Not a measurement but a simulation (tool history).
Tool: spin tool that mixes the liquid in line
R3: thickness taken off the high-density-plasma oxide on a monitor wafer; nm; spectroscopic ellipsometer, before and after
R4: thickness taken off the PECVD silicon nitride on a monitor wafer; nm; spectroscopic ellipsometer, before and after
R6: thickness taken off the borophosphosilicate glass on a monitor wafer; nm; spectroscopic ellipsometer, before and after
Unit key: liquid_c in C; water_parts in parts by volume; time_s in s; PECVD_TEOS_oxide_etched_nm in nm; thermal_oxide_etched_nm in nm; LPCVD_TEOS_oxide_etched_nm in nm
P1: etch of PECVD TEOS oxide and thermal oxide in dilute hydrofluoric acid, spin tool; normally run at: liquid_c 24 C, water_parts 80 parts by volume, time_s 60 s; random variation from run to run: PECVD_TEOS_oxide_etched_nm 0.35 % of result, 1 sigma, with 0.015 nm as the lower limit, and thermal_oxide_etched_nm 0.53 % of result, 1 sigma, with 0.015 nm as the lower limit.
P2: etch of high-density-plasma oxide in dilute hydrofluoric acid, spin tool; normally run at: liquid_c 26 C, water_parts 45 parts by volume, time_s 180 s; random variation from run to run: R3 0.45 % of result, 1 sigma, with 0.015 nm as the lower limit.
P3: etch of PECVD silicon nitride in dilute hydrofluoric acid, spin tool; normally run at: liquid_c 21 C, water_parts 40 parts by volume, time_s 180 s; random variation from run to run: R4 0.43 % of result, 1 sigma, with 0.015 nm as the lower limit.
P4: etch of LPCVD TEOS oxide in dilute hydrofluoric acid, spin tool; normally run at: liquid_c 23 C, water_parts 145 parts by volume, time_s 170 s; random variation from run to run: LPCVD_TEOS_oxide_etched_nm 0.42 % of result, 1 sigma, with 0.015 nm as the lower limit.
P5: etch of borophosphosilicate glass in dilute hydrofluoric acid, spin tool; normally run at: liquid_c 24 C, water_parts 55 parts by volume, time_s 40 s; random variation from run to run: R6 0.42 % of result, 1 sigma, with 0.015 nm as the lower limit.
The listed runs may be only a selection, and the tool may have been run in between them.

run 1 hour=14 | process=P1 liquid_c=24 water_parts=80 time_s=60 | PECVD_TEOS_oxide_etched_nm=14.021 thermal_oxide_etched_nm=3.7953
run 2 hour=24.5 | process=P1 liquid_c=24 water_parts=80 time_s=60 | PECVD_TEOS_oxide_etched_nm=14.058 thermal_oxide_etched_nm=3.8072
run 3 hour=38.6 | process=P2 liquid_c=26 water_parts=45 time_s=60 | R3=9.3661
run 4 hour=51.8 | process=P1 liquid_c=24 water_parts=80 time_s=60 | PECVD_TEOS_oxide_etched_nm=14.18 thermal_oxide_etched_nm=3.8794
run 5 hour=67.9 | process=P3 liquid_c=29 water_parts=40 time_s=180 | R4=13.079
run 6 hour=82.9 | process=P4 liquid_c=30 water_parts=145 time_s=170 | LPCVD_TEOS_oxide_etched_nm=72.689
run 7 hour=98.9 | process=P4 liquid_c=23 water_parts=145 time_s=170 | LPCVD_TEOS_oxide_etched_nm=56.217
run 8 hour=114.2 | process=P4 liquid_c=23 water_parts=145 time_s=170 | LPCVD_TEOS_oxide_etched_nm=56.664
run 9 hour=124.1 | process=P1 liquid_c=20 water_parts=80 time_s=60 | PECVD_TEOS_oxide_etched_nm=11.918 thermal_oxide_etched_nm=3.276
run 10 hour=133.6 | process=P5 liquid_c=24 water_parts=55 time_s=75 | R6=68.306
run 11 hour=141.6 | process=P1 liquid_c=24 water_parts=80 time_s=60 | PECVD_TEOS_oxide_etched_nm=14.125 thermal_oxide_etched_nm=3.8079
run 12 hour=150.4 | process=P4 liquid_c=23 water_parts=50 time_s=170 | LPCVD_TEOS_oxide_etched_nm=183.17
run 13 hour=158 | process=P4 liquid_c=23 water_parts=145 time_s=30 | LPCVD_TEOS_oxide_etched_nm=9.9759
run 14 hour=174 | process=P2 liquid_c=26 water_parts=30 time_s=180 | R3=42.727
run 15 hour=189.9 | process=P5 liquid_c=24 water_parts=55 time_s=40 | R6=36.692
run 16 hour=204.1 | process=P5 liquid_c=28 water_parts=55 time_s=40 | R6=43.14
run 17 hour=216.7 | process=P3 liquid_c=21 water_parts=20 time_s=180 | R4=15.106
run 18 hour=228.6 | process=P3 liquid_c=21 water_parts=40 time_s=365 | R4=15.543
run 19 hour=238.3 | process=P2 liquid_c=26 water_parts=45 time_s=180 | R3=28.12
run 20 hour=247.8 | process=P3 liquid_c=21 water_parts=40 time_s=180 | R4=7.6937
run 21 hour=256.7 | process=P5 liquid_c=24 water_parts=85 time_s=40 | R6=22.489
run 22 hour=267.9 | process=P2 liquid_c=26 water_parts=45 time_s=180 | R3=28.145
run 23 hour=280.6 | process=P5 liquid_c=24 water_parts=55 time_s=40 | R6=36.54
run 24 hour=292.5 | process=P2 liquid_c=18 water_parts=45 time_s=180 | R3=19.858
run 25 hour=305 | process=P1 liquid_c=24 water_parts=110 time_s=60 | PECVD_TEOS_oxide_etched_nm=9.8427 thermal_oxide_etched_nm=2.6991
run 26 hour=312.4 | process=P1 liquid_c=24 water_parts=35 time_s=25 | PECVD_TEOS_oxide_etched_nm=14.284 thermal_oxide_etched_nm=3.9001
run 27 hour=322.1 | process=P3 liquid_c=21 water_parts=40 time_s=180 | R4=7.7039
run 28 hour=333.8 | process=P1 liquid_c=24 water_parts=80 time_s=60 | PECVD_TEOS_oxide_etched_nm=14.013 thermal_oxide_etched_nm=3.8848
run 29 hour=344.5 | process=P1 liquid_c=24 water_parts=80 time_s=60 | PECVD_TEOS_oxide_etched_nm=14.02 thermal_oxide_etched_nm=3.8587
run 30 hour=352.1 | process=P1 liquid_c=31 water_parts=80 time_s=60 | PECVD_TEOS_oxide_etched_nm=18.5 thermal_oxide_etched_nm=5.0497
run 31 hour=363.3 | process=P1 liquid_c=24 water_parts=20 time_s=60 | PECVD_TEOS_oxide_etched_nm=61.153 thermal_oxide_etched_nm=16.576
run 32 hour=374.7 | process=P1 liquid_c=24 water_parts=80 time_s=110 | PECVD_TEOS_oxide_etched_nm=25.831 thermal_oxide_etched_nm=7.0557
run 33 hour=385.3 | process=P1 liquid_c=24 water_parts=80 time_s=15 | PECVD_TEOS_oxide_etched_nm=3.4931 thermal_oxide_etched_nm=0.95046
run 34 hour=399.3 | process=P1 liquid_c=24 water_parts=80 time_s=60 | PECVD_TEOS_oxide_etched_nm=14.132 thermal_oxide_etched_nm=3.8122
run 35 hour=411.5 | process=P1 liquid_c=24 water_parts=80 time_s=60 | PECVD_TEOS_oxide_etched_nm=13.585 thermal_oxide_etched_nm=3.7367
run 36 hour=419.9 | process=P1 liquid_c=24 water_parts=80 time_s=60 | PECVD_TEOS_oxide_etched_nm=13.411 thermal_oxide_etched_nm=3.658
run 37 hour=431.6 | process=P1 liquid_c=24 water_parts=80 time_s=60 | PECVD_TEOS_oxide_etched_nm=13.381 thermal_oxide_etched_nm=3.5946
run 38 hour=439.5 | process=P1 liquid_c=24 water_parts=80 time_s=60 | PECVD_TEOS_oxide_etched_nm=13.212 thermal_oxide_etched_nm=3.6028
run 39 hour=447.1 | process=P1 liquid_c=24 water_parts=80 time_s=60 | PECVD_TEOS_oxide_etched_nm=13.103 thermal_oxide_etched_nm=3.6057
run 40 hour=461.3 | process=P1 liquid_c=24 water_parts=80 time_s=60 | PECVD_TEOS_oxide_etched_nm=13.188 thermal_oxide_etched_nm=3.6314
run 41 hour=474.2 | process=P1 liquid_c=24 water_parts=80 time_s=60 | PECVD_TEOS_oxide_etched_nm=13.079 thermal_oxide_etched_nm=3.5802

P1 has crept away from where it was. The log is fitted equally well by each of these 2 causes, at the sizes shown:
A: hydrofluoric acid flow below the setpoint (%) = 6.03
B: liquid colder than its thermometer reads (K) = 1.7
The onset of the drift is placed at about hour 399.3.

Which of the 4 check runs listed below separates the causes, so that each cause would produce a clearly different result? Each run uses one wafer, and its results are marked with question marks.
run check 1 hour=487.1 | process=P2 liquid_c=26 water_parts=45 time_s=180 | R3=?
run check 2 hour=487.1 | process=P4 liquid_c=23 water_parts=145 time_s=170 | LPCVD_TEOS_oxide_etched_nm=?
run check 3 hour=487.1 | process=P5 liquid_c=24 water_parts=55 time_s=40 | R6=?
run check 4 hour=487.1 | process=P3 liquid_c=21 water_parts=40 time_s=180 | R4=?

Outcome of each check run for each possible cause:
check=check_1 result=R3 if_A=26.202 if_B=26.115
check=check_2 result=LPCVD_TEOS_oxide_etched_nm if_A=52.337 if_B=52.658
check=check_3 result=R6 if_A=34.151 if_B=34.038
check=check_4 result=R4 if_A=7.2594 if_B=6.85
Per check, the gap between the least separated pair of causes, taken in the result that splits them most: check 1 0.33 %; check 2 0.61 %; check 3 0.33 %; check 4 5.8 %
Only in check 4 would the causes give clearly different results; in the remaining checks their results would be nearly the same.

With check 4 done, the readings were: R4 7.2483 nm. Identify which of the listed causes applies.

It is A: hydrofluoric acid flow below the setpoint (%).
